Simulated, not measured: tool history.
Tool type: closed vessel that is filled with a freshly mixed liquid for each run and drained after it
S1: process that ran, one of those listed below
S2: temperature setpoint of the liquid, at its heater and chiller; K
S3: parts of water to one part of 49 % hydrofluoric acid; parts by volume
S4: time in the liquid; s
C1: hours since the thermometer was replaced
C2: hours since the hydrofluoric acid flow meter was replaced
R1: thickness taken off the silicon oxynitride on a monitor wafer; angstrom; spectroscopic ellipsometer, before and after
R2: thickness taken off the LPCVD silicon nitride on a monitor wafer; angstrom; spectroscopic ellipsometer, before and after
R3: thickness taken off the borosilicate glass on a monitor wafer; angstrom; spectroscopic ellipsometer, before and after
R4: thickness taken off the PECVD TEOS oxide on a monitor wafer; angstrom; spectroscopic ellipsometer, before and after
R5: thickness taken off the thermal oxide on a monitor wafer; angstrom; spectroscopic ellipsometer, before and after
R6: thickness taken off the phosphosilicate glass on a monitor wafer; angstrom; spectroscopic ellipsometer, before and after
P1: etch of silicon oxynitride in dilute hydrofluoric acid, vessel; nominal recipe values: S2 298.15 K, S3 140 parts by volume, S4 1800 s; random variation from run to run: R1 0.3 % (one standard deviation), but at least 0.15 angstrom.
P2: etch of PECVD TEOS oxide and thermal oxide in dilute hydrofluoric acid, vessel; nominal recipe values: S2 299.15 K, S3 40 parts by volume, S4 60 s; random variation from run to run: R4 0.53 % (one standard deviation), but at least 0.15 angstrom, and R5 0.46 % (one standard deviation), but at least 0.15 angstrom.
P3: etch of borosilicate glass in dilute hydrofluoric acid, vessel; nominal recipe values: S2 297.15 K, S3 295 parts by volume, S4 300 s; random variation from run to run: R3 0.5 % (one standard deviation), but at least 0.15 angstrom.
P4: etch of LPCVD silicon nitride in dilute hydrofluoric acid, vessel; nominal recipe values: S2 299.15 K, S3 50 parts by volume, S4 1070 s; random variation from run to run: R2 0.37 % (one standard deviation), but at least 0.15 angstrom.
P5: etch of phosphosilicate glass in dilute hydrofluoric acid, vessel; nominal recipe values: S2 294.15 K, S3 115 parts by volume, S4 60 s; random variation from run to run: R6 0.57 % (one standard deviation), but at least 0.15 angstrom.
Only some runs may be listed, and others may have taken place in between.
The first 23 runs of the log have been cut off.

run	hour	S1	S2	S3	S4	C1	C2	R1	R2	R3	R4	R5	R6
24	126.2	P1	298.15	140	1800	422.6	551.4	190.640					
25	130.7	P3	297.15	295	300	427.1	555.9			292.900			
26	138.1	P5	294.15	115	60	434.5	563.3						734.78
27	143.7	P3	304.15	295	300	440.1	568.9			365.350			
28	147.5	P5	294.15	115	60	443.9	572.7						736.25
29	152.7	P5	294.15	115	30	449.1	577.9						367.45
30	159.5	P4	299.15	50	1070	455.9	584.7		113.150				
31	162.8	P1	298.15	140	1800	459.2	588.0	189.720					
32	169.0	P1	298.15	140	1800	465.4	594.2	194.860					
33	175.5	P1	298.15	140	1800	471.9	600.7	199.360					
34	182.9	P1	298.15	140	1800	479.3	608.1	201.220					

Run 35 has not been measured yet. What should we expect?
35	188.5	P1	298.15	140	1800	484.9	613.7	?					

Logged for run 35: R1 201.820 angstrom.
